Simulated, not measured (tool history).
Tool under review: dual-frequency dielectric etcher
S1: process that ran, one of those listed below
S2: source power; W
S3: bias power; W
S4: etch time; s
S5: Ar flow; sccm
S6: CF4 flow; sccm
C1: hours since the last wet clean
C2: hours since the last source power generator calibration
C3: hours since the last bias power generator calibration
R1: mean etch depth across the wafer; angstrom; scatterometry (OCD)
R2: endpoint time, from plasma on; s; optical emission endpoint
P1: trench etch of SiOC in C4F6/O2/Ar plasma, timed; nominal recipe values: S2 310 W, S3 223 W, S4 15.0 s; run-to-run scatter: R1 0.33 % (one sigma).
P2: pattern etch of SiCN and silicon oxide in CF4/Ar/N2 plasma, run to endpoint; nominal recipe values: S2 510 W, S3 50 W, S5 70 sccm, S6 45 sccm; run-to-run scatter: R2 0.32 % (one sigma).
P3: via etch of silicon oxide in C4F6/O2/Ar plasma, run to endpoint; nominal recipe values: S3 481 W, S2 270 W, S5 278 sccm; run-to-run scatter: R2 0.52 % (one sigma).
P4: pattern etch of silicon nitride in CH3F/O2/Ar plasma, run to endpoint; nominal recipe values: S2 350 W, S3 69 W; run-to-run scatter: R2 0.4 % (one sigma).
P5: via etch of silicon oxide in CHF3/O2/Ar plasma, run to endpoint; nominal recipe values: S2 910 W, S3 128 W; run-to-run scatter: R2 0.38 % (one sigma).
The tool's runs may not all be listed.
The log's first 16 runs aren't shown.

Run 17, hour 140.1: S1 P1, S2 310 W, S3 223 W, S4 15.0 s; C1 365.1; C2 1311.1; C3 947.9. Result: R1 295.23 angstrom.
Run 18, hour 152.2: S1 P3, S2 380 W, S3 481 W, S5 278 sccm; C1 377.2; C2 1323.2; C3 960.0. Result: R2 24.658 s.
Run 19, hour 162.8: S1 P1, S2 310 W, S3 223 W, S4 15.0 s; C1 387.8; C2 1333.8; C3 970.6. Result: R1 295.23 angstrom.
Run 20, hour 169.4: S1 P1, S2 310 W, S3 223 W, S4 19.0 s; C1 394.4; C2 1340.4; C3 977.2. Result: R1 374.19 angstrom.
Run 21, hour 175.0: S1 P5, S2 910 W, S3 128 W; C1 400.0; C2 1346.0; C3 982.8. Result: R2 393.200 s.
Run 22, hour 181.9: S1 P5, S2 910 W, S3 128 W; C1 406.9; C2 1352.9; C3 989.7. Result: R2 396.810 s.
Run 23, hour 187.9: S1 P2, S2 510 W, S3 60 W, S5 70 sccm, S6 45 sccm; C1 412.9; C2 1358.9; C3 995.7. Result: R2 13.171 s.
Run 24, hour 193.3: S1 P1, S2 390 W, S3 223 W, S4 15.0 s; C1 418.3; C2 1364.3; C3 1001.1. Result: R1 321.63 angstrom.
Run 25, hour 203.1: S1 P5, S2 910 W, S3 157 W; C1 428.1; C2 1374.1; C3 1010.9. Result: R2 371.320 s.
Run 26, hour 213.3: S1 P1, S2 310 W, S3 223 W, S4 15.0 s; C1 438.3; C2 1384.3; C3 1021.1. Result: R1 297.16 angstrom.
Run 27, hour 224.7: S1 P1, S2 310 W, S3 223 W, S4 9.5 s; C1 449.7; C2 1395.7; C3 1032.5. Result: R1 187.16 angstrom.
Run 28, hour 230.0: S1 P1, S2 250 W, S3 223 W, S4 21.0 s; C1 455.0; C2 1401.0; C3 1037.8. Result: R1 382.77 angstrom.
Run 29, hour 236.1: S1 P1, S2 310 W, S3 223 W, S4 15.0 s; C1 461.1; C2 1407.1; C3 1043.9. Result: R1 295.40 angstrom.
Run 30, hour 247.6: S1 P3, S2 270 W, S3 481 W, S5 278 sccm; C1 472.6; C2 1418.6; C3 1055.4. Result: R2 28.071 s.
Run 31, hour 258.5: S1 P5, S2 650 W, S3 128 W; C1 483.5; C2 1429.5; C3 1066.3. Result: R2 449.420 s.
Run 32, hour 265.6: S1 P1, S2 310 W, S3 223 W, S4 15.0 s; C1 490.6; C2 1436.6; C3 1073.4. Result: R1 293.67 angstrom.
Run 33, hour 273.6: S1 P1, S2 310 W, S3 223 W, S4 15.0 s; C1 498.6; C2 1444.6; C3 1081.4. Result: R1 291.87 angstrom.
Run 34, hour 282.9: S1 P1, S2 310 W, S3 223 W, S4 15.0 s; C1 507.9; C2 1453.9; C3 1090.7. Result: R1 292.17 angstrom.
Run 35, hour 291.4: S1 P1, S2 310 W, S3 223 W, S4 15.0 s; C1 516.4; C2 1462.4; C3 1099.2. Result: R1 291.56 angstrom.
Run 36, hour 300.0: S1 P1, S2 310 W, S3 223 W, S4 15.0 s; C1 525.0; C2 1471.0; C3 1107.8. Result: R1 293.04 angstrom.
Run 37, hour 309.2: S1 P1, S2 310 W, S3 223 W, S4 15.0 s; C1 534.2; C2 1480.2; C3 1117.0. Result: R1 290.19 angstrom.
At hour 313.3: wet clean of the chamber.
Run 38, hour 319.0: S1 P1, S2 310 W, S3 223 W, S4 15.0 s; C1 5.8; C2 1490.0; C3 1126.8. Result: R1 291.11 angstrom.
Run 39, hour 329.5: S1 P1, S2 310 W, S3 223 W, S4 15.0 s; C1 16.3; C2 1500.5; C3 1137.3. Result: R1 288.32 angstrom.

Run 40 has not been measured yet. What should we expect?
Run 40, hour 337.8: S1 P1, S2 310 W, S3 223 W, S4 15.0 s; C1 24.6; C2 1508.8; C3 1145.6. Result: R1 ?.

{"run 40": {"R1": 291.03}}

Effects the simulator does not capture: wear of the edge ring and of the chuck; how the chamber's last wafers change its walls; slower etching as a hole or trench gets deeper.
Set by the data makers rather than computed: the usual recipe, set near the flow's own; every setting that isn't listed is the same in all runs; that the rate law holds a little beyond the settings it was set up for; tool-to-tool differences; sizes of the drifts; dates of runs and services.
